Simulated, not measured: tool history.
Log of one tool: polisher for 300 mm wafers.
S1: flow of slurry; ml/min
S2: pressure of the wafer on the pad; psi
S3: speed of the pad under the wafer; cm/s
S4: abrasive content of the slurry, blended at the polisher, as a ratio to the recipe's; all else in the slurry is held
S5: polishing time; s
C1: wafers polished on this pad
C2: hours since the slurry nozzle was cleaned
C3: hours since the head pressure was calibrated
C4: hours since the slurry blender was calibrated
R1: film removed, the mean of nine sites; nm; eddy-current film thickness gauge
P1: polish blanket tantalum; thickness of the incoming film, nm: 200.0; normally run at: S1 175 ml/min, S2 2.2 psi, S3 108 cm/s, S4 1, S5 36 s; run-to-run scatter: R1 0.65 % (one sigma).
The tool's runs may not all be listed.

run 1 hour=9.9 | S1=175 S2=2.2 S3=108 S4=1 S5=36 | C1=709 C2=303.9 C3=113.4 C4=131.2 | R1=66.518
run 2 hour=17.8 | S1=175 S2=2.2 S3=160 S4=1 S5=36 | C1=813 C2=311.8 C3=121.3 C4=139.1 | R1=99.163
run 3 hour=29.1 | S1=175 S2=2.2 S3=108 S4=1 S5=48 | C1=961 C2=323.1 C3=132.6 C4=150.4 | R1=87.862
run 4 hour=42.6 | S1=175 S2=2.2 S3=108 S4=1 S5=36 | C1=1137 C2=336.6 C3=146.1 C4=163.9 | R1=66.277
run 5 hour=49.9 | S1=175 S2=2.2 S3=48 S4=1 S5=36 | C1=1233 C2=343.9 C3=153.4 C4=171.2 | R1=29.275
run 6 hour=60.2 | S1=175 S2=2.2 S3=108 S4=1 S5=36 | C1=1367 C2=354.2 C3=163.7 C4=181.5 | R1=66.069
run 7 hour=69 | S1=175 S2=1.5 S3=108 S4=1 S5=44 | C1=1483 C2=363 C3=172.5 C4=190.3 | R1=55.016
run 8 hour=77.9 | S1=175 S2=3.2 S3=108 S4=1 S5=54 | C1=1599 C2=371.9 C3=181.4 C4=199.2 | R1=142.3
run 9 hour=91.4 | S1=175 S2=3 S3=108 S4=1 S5=36 | C1=1776 C2=385.4 C3=194.9 C4=212.7 | R1=90.238
run 10 hour=98.9 | S1=175 S2=2.2 S3=150 S4=0.8 S5=36 | C1=1874 C2=392.9 C3=202.4 C4=220.2 | R1=85.85
run 11 hour=107.4 | S1=175 S2=1.2 S3=108 S4=1 S5=36 | C1=1985 C2=401.4 C3=210.9 C4=228.7 | R1=36.181
run 12 hour=113.9 | S1=175 S2=2.2 S3=108 S4=0.7 S5=36 | C1=2070 C2=407.9 C3=217.4 C4=235.2 | R1=58.664
run 13 hour=124.5 | S1=175 S2=2.2 S3=108 S4=1 S5=22 | C1=2209 C2=418.5 C3=228 C4=245.8 | R1=40.787
-- hour=124.7 worn pad replaced by a new one
run 14 hour=135.1 | S1=250 S2=2.2 S3=108 S4=1 S5=36 | C1=137 C2=429.1 C3=238.6 C4=256.4 | R1=68.832
run 15 hour=146.9 | S1=175 S2=2.2 S3=108 S4=1 S5=36 | C1=291 C2=440.9 C3=250.4 C4=268.2 | R1=65.968
run 16 hour=153.4 | S1=175 S2=2.2 S3=108 S4=1 S5=36 | C1=376 C2=447.4 C3=256.9 C4=274.7 | R1=65.856
run 17 hour=164.5 | S1=175 S2=2.2 S3=108 S4=1.45 S5=36 | C1=521 C2=458.5 C3=268 C4=285.8 | R1=72.676
run 18 hour=175.3 | S1=105 S2=2.2 S3=108 S4=1 S5=36 | C1=663 C2=469.3 C3=278.8 C4=296.6 | R1=60.36
run 19 hour=183 | S1=175 S2=2.2 S3=108 S4=1 S5=36 | C1=763 C2=477 C3=286.5 C4=304.3 | R1=66.437
run 20 hour=195.9 | S1=175 S2=2.2 S3=108 S4=1 S5=36 | C1=932 C2=489.9 C3=299.4 C4=317.2 | R1=66.663
run 21 hour=201.9 | S1=175 S2=2.2 S3=108 S4=1 S5=36 | C1=1011 C2=495.9 C3=305.4 C4=323.2 | R1=64.828
run 22 hour=212.9 | S1=175 S2=2.2 S3=108 S4=1 S5=36 | C1=1154 C2=506.9 C3=316.4 C4=334.2 | R1=62.836
run 23 hour=225.6 | S1=175 S2=2.2 S3=108 S4=1 S5=36 | C1=1321 C2=519.6 C3=329.1 C4=346.9 | R1=61.571
run 24 hour=234.9 | S1=175 S2=2.2 S3=108 S4=1 S5=36 | C1=1442 C2=528.9 C3=338.4 C4=356.2 | R1=61.103
-- hour=238.7 worn pad replaced by a new one
-- hour=242.4 slurry nozzle cleaned
run 25 hour=245.8 | S1=175 S2=2.2 S3=108 S4=1 S5=36 | C1=93 C2=3.4 C3=349.3 C4=367.1 | R1=60.206
run 26 hour=252.4 | S1=175 S2=2.2 S3=108 S4=1 S5=36 | C1=179 C2=10 C3=355.9 C4=373.7 | R1=59.746
run 27 hour=259.9 | S1=175 S2=2.2 S3=108 S4=1 S5=36 | C1=277 C2=17.5 C3=363.4 C4=381.2 | R1=59.859
run 28 hour=273.2 | S1=175 S2=2.2 S3=108 S4=1 S5=36 | C1=451 C2=30.8 C3=376.7 C4=394.5 | R1=59.46
run 29 hour=280.1 | S1=175 S2=2.2 S3=108 S4=1 S5=36 | C1=541 C2=37.7 C3=383.6 C4=401.4 | R1=59.323
run 30 hour=291.6 | S1=175 S2=2.2 S3=108 S4=1 S5=36 | C1=692 C2=49.2 C3=395.1 C4=412.9 | R1=60.135

What P1 gives has crept away from where it was. These 2 causes fit the log equally well, each at the size given:
A: head's pressure below its setpoint, % = 9.43
B: abrasive missing from the slurry, % = 26.7
The creep began at about hour 195.9.
Why every other cause is out:
removal rate lost through wear of the pad, %: serviced at hour 238.7, which brought nothing back
slurry flow missing at the pad, %: serviced at hour 242.4, which brought nothing back

4 check runs are offered, each on 5 wafers whose results are averaged, their results left as question marks. Which one tells the causes apart?
run check 1 hour=303.1 | S1=175 S2=2.2 S3=60 S4=1 S5=36 | R1=?
run check 2 hour=303.1 | S1=175 S2=2.2 S3=158 S4=1 S5=36 | R1=?
run check 3 hour=303.1 | S1=230 S2=2.2 S3=108 S4=1.45 S5=36 | R1=?
run check 4 hour=303.1 | S1=105 S2=2.2 S3=108 S4=1 S5=36 | R1=?

What each check would give under each cause:
check=check_1 result=R1 if_A=33.211 if_B=33.212
check=check_2 result=R1 if_A=87.455 if_B=87.458
check=check_3 result=R1 if_A=67.999 if_B=69.598
check=check_4 result=R1 if_A=54.234 if_B=54.236
How far apart the two closest causes lie, in the result that separates them most: check 1 0 %; check 2 0 %; check 3 2.32 %; check 4 0 %
Check 3 tells the causes apart: in the others they would give nearly the same result.

Check 3 was then run and gave: R1 67.801 nm. Which cause is it?

It is A: head's pressure below its setpoint, %.

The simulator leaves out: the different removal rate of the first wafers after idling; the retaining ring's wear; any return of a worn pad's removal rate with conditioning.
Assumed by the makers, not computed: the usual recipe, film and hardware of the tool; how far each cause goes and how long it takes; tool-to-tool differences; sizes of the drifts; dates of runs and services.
